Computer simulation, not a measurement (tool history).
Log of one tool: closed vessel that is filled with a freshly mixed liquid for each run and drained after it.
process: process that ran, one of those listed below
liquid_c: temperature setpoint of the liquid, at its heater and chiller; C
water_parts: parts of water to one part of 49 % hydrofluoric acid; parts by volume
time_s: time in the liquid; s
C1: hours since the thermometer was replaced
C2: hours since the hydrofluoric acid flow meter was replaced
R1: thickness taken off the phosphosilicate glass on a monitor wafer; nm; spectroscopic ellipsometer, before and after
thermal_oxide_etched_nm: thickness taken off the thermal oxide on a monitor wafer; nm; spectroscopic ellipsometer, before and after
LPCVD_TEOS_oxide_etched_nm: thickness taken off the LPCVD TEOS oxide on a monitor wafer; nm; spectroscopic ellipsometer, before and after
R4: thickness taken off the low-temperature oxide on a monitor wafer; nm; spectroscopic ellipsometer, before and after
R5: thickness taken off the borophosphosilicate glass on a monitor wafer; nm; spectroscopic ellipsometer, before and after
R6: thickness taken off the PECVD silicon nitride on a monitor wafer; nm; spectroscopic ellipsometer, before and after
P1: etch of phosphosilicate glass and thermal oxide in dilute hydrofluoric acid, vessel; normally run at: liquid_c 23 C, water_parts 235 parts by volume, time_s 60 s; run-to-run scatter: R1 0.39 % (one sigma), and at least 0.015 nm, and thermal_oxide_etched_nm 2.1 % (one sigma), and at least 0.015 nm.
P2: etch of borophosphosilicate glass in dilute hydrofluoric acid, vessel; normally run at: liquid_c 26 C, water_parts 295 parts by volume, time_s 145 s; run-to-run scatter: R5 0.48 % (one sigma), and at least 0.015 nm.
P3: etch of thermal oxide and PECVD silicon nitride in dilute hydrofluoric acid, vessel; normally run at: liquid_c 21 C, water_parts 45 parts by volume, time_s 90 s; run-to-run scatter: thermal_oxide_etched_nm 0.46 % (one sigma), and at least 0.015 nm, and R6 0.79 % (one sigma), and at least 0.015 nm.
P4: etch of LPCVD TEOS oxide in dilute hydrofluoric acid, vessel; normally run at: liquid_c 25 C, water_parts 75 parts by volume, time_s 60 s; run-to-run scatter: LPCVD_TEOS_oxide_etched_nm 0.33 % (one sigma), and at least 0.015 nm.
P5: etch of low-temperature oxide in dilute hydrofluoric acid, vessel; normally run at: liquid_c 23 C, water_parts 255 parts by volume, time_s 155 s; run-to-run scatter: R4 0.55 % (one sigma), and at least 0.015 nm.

Run 1, hour 8.8: process P1, liquid_c 23 C, water_parts 235 parts by volume, time_s 60 s; C1 1023; C2 355.2. Result: R1 17.248 nm, thermal_oxide_etched_nm 1.0559 nm.
Run 2, hour 16.5: process P4, liquid_c 25 C, water_parts 75 parts by volume, time_s 60 s; C1 1030.7; C2 362.9. Result: LPCVD_TEOS_oxide_etched_nm 44.93 nm.
Run 3, hour 21.8: process P4, liquid_c 25 C, water_parts 75 parts by volume, time_s 30 s; C1 1036; C2 368.2. Result: LPCVD_TEOS_oxide_etched_nm 22.404 nm.
Run 4, hour 31.1: process P1, liquid_c 23 C, water_parts 235 parts by volume, time_s 60 s; C1 1045.3; C2 377.5. Result: R1 17.258 nm, thermal_oxide_etched_nm 1.0562 nm.
Run 5, hour 36.5: process P1, liquid_c 23 C, water_parts 355 parts by volume, time_s 60 s; C1 1050.7; C2 382.9. Result: R1 10.197 nm, thermal_oxide_etched_nm 0.61112 nm.
Run 6, hour 41.9: process P4, liquid_c 25 C, water_parts 140 parts by volume, time_s 60 s; C1 1056.1; C2 388.3. Result: LPCVD_TEOS_oxide_etched_nm 22.275 nm.
Run 7, hour 49.2: process P5, liquid_c 23 C, water_parts 255 parts by volume, time_s 155 s; C1 1063.4; C2 395.6. Result: R4 13.667 nm.
Run 8, hour 57.7: process P2, liquid_c 26 C, water_parts 295 parts by volume, time_s 30 s; C1 1071.9; C2 404.1. Result: R5 2.9429 nm.
Run 9, hour 62.8: process P1, liquid_c 23 C, water_parts 235 parts by volume, time_s 60 s; C1 1077; C2 409.2. Result: R1 17.29 nm, thermal_oxide_etched_nm 1.0469 nm.
Run 10, hour 67.3: process P5, liquid_c 23 C, water_parts 255 parts by volume, time_s 155 s; C1 1081.5; C2 413.7. Result: R4 13.759 nm.
Run 11, hour 74.9: process P4, liquid_c 31 C, water_parts 75 parts by volume, time_s 60 s; C1 1089.1; C2 421.3. Result: LPCVD_TEOS_oxide_etched_nm 57.043 nm.
Run 12, hour 82: process P1, liquid_c 28 C, water_parts 235 parts by volume, time_s 30 s; C1 1096.2; C2 428.4. Result: R1 10.289 nm, thermal_oxide_etched_nm 0.6296 nm.
Run 13, hour 89.8: process P3, liquid_c 21 C, water_parts 45 parts by volume, time_s 30 s; C1 1104; C2 436.2. Result: thermal_oxide_etched_nm 2.9124 nm, R6 0.92868 nm.
Run 14, hour 98.5: process P1, liquid_c 23 C, water_parts 235 parts by volume, time_s 60 s; C1 1112.7; C2 444.9. Result: R1 17.27 nm, thermal_oxide_etched_nm 1.0644 nm.
Run 15, hour 103.7: process P2, liquid_c 18 C, water_parts 295 parts by volume, time_s 145 s; C1 1117.9; C2 450.1. Result: R5 10.781 nm.
Run 16, hour 109.2: process P4, liquid_c 25 C, water_parts 75 parts by volume, time_s 60 s; C1 1123.4; C2 455.6. Result: LPCVD_TEOS_oxide_etched_nm 44.875 nm.
Run 17, hour 116.5: process P1, liquid_c 23 C, water_parts 75 parts by volume, time_s 60 s; C1 1130.7; C2 462.9. Result: R1 64.589 nm, thermal_oxide_etched_nm 3.9471 nm.
Run 18, hour 121.4: process P1, liquid_c 23 C, water_parts 235 parts by volume, time_s 60 s; C1 1135.6; C2 467.8. Result: R1 17.244 nm, thermal_oxide_etched_nm 1.0256 nm.
Run 19, hour 125.7: process P1, liquid_c 23 C, water_parts 235 parts by volume, time_s 30 s; C1 1139.9; C2 472.1. Result: R1 8.6502 nm, thermal_oxide_etched_nm 0.54269 nm.
Run 20, hour 130.5: process P3, liquid_c 17 C, water_parts 45 parts by volume, time_s 90 s; C1 1144.7; C2 476.9. Result: thermal_oxide_etched_nm 7.4389 nm, R6 2.0234 nm.
Run 21, hour 134.8: process P1, liquid_c 23 C, water_parts 235 parts by volume, time_s 60 s; C1 1149; C2 481.2. Result: R1 17.222 nm, thermal_oxide_etched_nm 1.0585 nm.
Run 22, hour 139.7: process P3, liquid_c 21 C, water_parts 45 parts by volume, time_s 90 s; C1 1153.9; C2 486.1. Result: thermal_oxide_etched_nm 8.7832 nm, R6 2.7018 nm.
Run 23, hour 146.9: process P5, liquid_c 23 C, water_parts 455 parts by volume, time_s 155 s; C1 1161.1; C2 493.3. Result: R4 6.3909 nm.
Run 24, hour 154.2: process P2, liquid_c 26 C, water_parts 295 parts by volume, time_s 145 s; C1 1168.4; C2 500.6. Result: R5 14.471 nm.
Run 25, hour 158.4: process P1, liquid_c 29 C, water_parts 235 parts by volume, time_s 60 s; C1 1172.6; C2 504.8. Result: R1 21.406 nm, thermal_oxide_etched_nm 1.2449 nm.
Run 26, hour 166.3: process P2, liquid_c 26 C, water_parts 295 parts by volume, time_s 145 s; C1 1180.5; C2 512.7. Result: R5 14.425 nm.
Run 27, hour 171.1: process P1, liquid_c 18.5 C, water_parts 235 parts by volume, time_s 60 s; C1 1185.3; C2 517.5. Result: R1 14.44 nm, thermal_oxide_etched_nm 0.90191 nm.
Run 28, hour 178.7: process P1, liquid_c 23 C, water_parts 235 parts by volume, time_s 95 s; C1 1192.9; C2 525.1. Result: R1 27.473 nm, thermal_oxide_etched_nm 1.644 nm.
Run 29, hour 184.1: process P5, liquid_c 29.5 C, water_parts 255 parts by volume, time_s 155 s; C1 1198.3; C2 530.5. Result: R4 17.147 nm.
Run 30, hour 190.5: process P5, liquid_c 23 C, water_parts 255 parts by volume, time_s 225 s; C1 1204.7; C2 536.9. Result: R4 19.93 nm.
Run 31, hour 195.7: process P2, liquid_c 26 C, water_parts 95 parts by volume, time_s 145 s; C1 1209.9; C2 542.1. Result: R5 55.763 nm.
Run 32, hour 199.7: process P3, liquid_c 21 C, water_parts 20 parts by volume, time_s 90 s; C1 1213.9; C2 546.1. Result: thermal_oxide_etched_nm 20.347 nm, R6 5.965 nm.
Run 33, hour 207.2: process P1, liquid_c 23 C, water_parts 235 parts by volume, time_s 60 s; C1 1221.4; C2 553.6. Result: R1 17.253 nm, thermal_oxide_etched_nm 1.0577 nm.
Run 34, hour 211.7: process P1, liquid_c 23 C, water_parts 235 parts by volume, time_s 60 s; C1 1225.9; C2 558.1. Result: R1 17.536 nm, thermal_oxide_etched_nm 1.1072 nm.
Run 35, hour 219.6: process P1, liquid_c 23 C, water_parts 235 parts by volume, time_s 60 s; C1 1233.8; C2 566. Result: R1 17.812 nm, thermal_oxide_etched_nm 1.0786 nm.
Run 36, hour 227.3: process P1, liquid_c 23 C, water_parts 235 parts by volume, time_s 60 s; C1 1241.5; C2 573.7. Result: R1 17.943 nm, thermal_oxide_etched_nm 1.0981 nm.
Run 37, hour 232.6: process P1, liquid_c 23 C, water_parts 235 parts by volume, time_s 60 s; C1 1246.8; C2 579. Result: R1 18.078 nm, thermal_oxide_etched_nm 1.092 nm.
Run 38, hour 236.7: process P1, liquid_c 23 C, water_parts 235 parts by volume, time_s 60 s; C1 1250.9; C2 583.1. Result: R1 17.988 nm, thermal_oxide_etched_nm 1.1137 nm.
Run 39, hour 241.3: process P1, liquid_c 23 C, water_parts 235 parts by volume, time_s 60 s; C1 1255.5; C2 587.7. Result: R1 18.262 nm, thermal_oxide_etched_nm 1.1035 nm.
Run 40, hour 249.9: process P1, liquid_c 23 C, water_parts 235 parts by volume, time_s 60 s; C1 1264.1; C2 596.3. Result: R1 18.124 nm, thermal_oxide_etched_nm 1.0904 nm.
Run 41, hour 255.7: process P1, liquid_c 23 C, water_parts 235 parts by volume, time_s 60 s; C1 1269.9; C2 602.1. Result: R1 18.186 nm, thermal_oxide_etched_nm 1.0868 nm.
Run 42, hour 262.6: process P1, liquid_c 23 C, water_parts 235 parts by volume, time_s 60 s; C1 1276.8; C2 609. Result: R1 18.178 nm, thermal_oxide_etched_nm 1.1063 nm.
Run 43, hour 270.6: process P1, liquid_c 23 C, water_parts 235 parts by volume, time_s 60 s; C1 1284.8; C2 617. Result: R1 18.316 nm, thermal_oxide_etched_nm 1.171 nm.
Run 44, hour 279.5: process P1, liquid_c 23 C, water_parts 235 parts by volume, time_s 60 s; C1 1293.7; C2 625.9. Result: R1 18.203 nm, thermal_oxide_etched_nm 1.1156 nm.

What P1 gives has crept away from where it was. These 2 causes fit the log equally well, each at the size given:
A: liquid hotter than its thermometer reads (K) = 1.51
B: hydrofluoric acid flow above the setpoint (%) = 4.51
The creep began at about hour 207.2.

4 check runs are offered, each on 2 wafers whose results are averaged, their results left as question marks. Which one tells the causes apart?
Run check 1, hour 288.4: process P4, liquid_c 28 C, water_parts 135 parts by volume, time_s 60 s. Result: LPCVD_TEOS_oxide_etched_nm ?.
Run check 2, hour 288.4: process P5, liquid_c 23 C, water_parts 255 parts by volume, time_s 215 s. Result: R4 ?.
Run check 3, hour 288.4: process P2, liquid_c 26 C, water_parts 100 parts by volume, time_s 45 s. Result: R5 ?.
Run check 4, hour 288.4: process P3, liquid_c 21 C, water_parts 20 parts by volume, time_s 30 s. Result: thermal_oxide_etched_nm ?, R6 ?.

What each check would give under each cause:
  check                      result    if A    if B
check 1  LPCVD_TEOS_oxide_etched_nm  27.439  27.329
check 2                          R4  20.045  20.066
check 3                          R5  17.382  17.233
check 4     thermal_oxide_etched_nm  7.2371  7.0954
check 4                          R6  2.2041  2.0686
How far apart the two closest causes lie, in the result that separates them most: check 1 0.4 %; check 2 0.1 %; check 3 0.86 %; check 4 6.34 %
Only check 4 tells the causes apart: in the others they would give nearly the same result.

Check 4 was then run and gave: thermal_oxide_etched_nm 7.276 nm; R6 2.2061 nm. Which cause is it?

It is A: liquid hotter than its thermometer reads (K).

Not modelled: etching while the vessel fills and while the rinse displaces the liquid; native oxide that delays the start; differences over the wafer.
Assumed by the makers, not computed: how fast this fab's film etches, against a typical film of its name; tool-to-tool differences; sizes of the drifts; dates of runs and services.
